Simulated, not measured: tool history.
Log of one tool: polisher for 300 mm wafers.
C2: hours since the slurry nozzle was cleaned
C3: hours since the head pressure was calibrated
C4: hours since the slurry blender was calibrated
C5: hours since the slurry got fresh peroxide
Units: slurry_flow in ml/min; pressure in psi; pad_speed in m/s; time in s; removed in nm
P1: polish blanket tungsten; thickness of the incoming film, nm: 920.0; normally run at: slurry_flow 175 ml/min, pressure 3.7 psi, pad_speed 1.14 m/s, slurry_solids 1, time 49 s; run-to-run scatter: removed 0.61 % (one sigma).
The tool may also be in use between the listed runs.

run 1 hour=4.2 | slurry_flow=175 pressure=3.7 pad_speed=1.14 slurry_solids=1 time=49 | wafers_polished_on_this_pad=234 C2=98.6 C3=193.2 C4=100.8 C5=50.9 | removed=284.52
run 2 hour=8.8 | slurry_flow=175 pressure=3.7 pad_speed=1.14 slurry_solids=1 time=49 | wafers_polished_on_this_pad=279 C2=103.2 C3=197.8 C4=105.4 C5=55.5 | removed=283.82
run 3 hour=11.4 | slurry_flow=175 pressure=3.7 pad_speed=1.14 slurry_solids=1 time=49 | wafers_polished_on_this_pad=305 C2=105.8 C3=200.4 C4=108 C5=58.1 | removed=283.72
run 4 hour=15.4 | slurry_flow=175 pressure=4.9 pad_speed=1.14 slurry_solids=1 time=49 | wafers_polished_on_this_pad=345 C2=109.8 C3=204.4 C4=112 C5=62.1 | removed=377.21
run 5 hour=20.6 | slurry_flow=175 pressure=3.7 pad_speed=0.56 slurry_solids=1.5 time=49 | wafers_polished_on_this_pad=396 C2=115 C3=209.6 C4=117.2 C5=67.3 | removed=153.84
run 6 hour=25.2 | slurry_flow=175 pressure=1.7 pad_speed=1.14 slurry_solids=1 time=49 | wafers_polished_on_this_pad=442 C2=119.6 C3=214.2 C4=121.8 C5=71.9 | removed=128.54
run 7 hour=28 | slurry_flow=175 pressure=3.7 pad_speed=1.7 slurry_solids=1 time=49 | wafers_polished_on_this_pad=470 C2=122.4 C3=217 C4=124.6 C5=74.7 | removed=420.16
run 8 hour=31.4 | slurry_flow=175 pressure=3.7 pad_speed=1.14 slurry_solids=1 time=75 | wafers_polished_on_this_pad=503 C2=125.8 C3=220.4 C4=128 C5=78.1 | removed=432.6
run 9 hour=36.3 | slurry_flow=175 pressure=3.7 pad_speed=1.14 slurry_solids=1.45 time=24 | wafers_polished_on_this_pad=552 C2=130.7 C3=225.3 C4=132.9 C5=83 | removed=151.95
run 10 hour=40.5 | slurry_flow=175 pressure=3.7 pad_speed=1.14 slurry_solids=1.25 time=49 | wafers_polished_on_this_pad=593 C2=134.9 C3=229.5 C4=137.1 C5=87.2 | removed=296.13
run 11 hour=45.4 | slurry_flow=175 pressure=3.7 pad_speed=1.14 slurry_solids=1 time=49 | wafers_polished_on_this_pad=642 C2=139.8 C3=234.4 C4=142 C5=92.1 | removed=284.22
run 12 hour=48.8 | slurry_flow=175 pressure=3.7 pad_speed=1.14 slurry_solids=0.6 time=49 | wafers_polished_on_this_pad=676 C2=143.2 C3=237.8 C4=145.4 C5=95.5 | removed=252.04
run 13 hour=52.6 | slurry_flow=105 pressure=3.7 pad_speed=1.14 slurry_solids=1 time=49 | wafers_polished_on_this_pad=713 C2=147 C3=241.6 C4=149.2 C5=99.3 | removed=256.47
run 14 hour=55.8 | slurry_flow=250 pressure=3.7 pad_speed=1.74 slurry_solids=1 time=49 | wafers_polished_on_this_pad=745 C2=150.2 C3=244.8 C4=152.4 C5=102.5 | removed=456.11

Forecast run 15:
run 15 hour=61 | slurry_flow=175 pressure=3.7 pad_speed=1.14 slurry_solids=1 time=49 | wafers_polished_on_this_pad=796 C2=155.4 C3=250 C4=157.6 C5=107.7 | removed=?

Run 15 gave removed 279.79 nm.
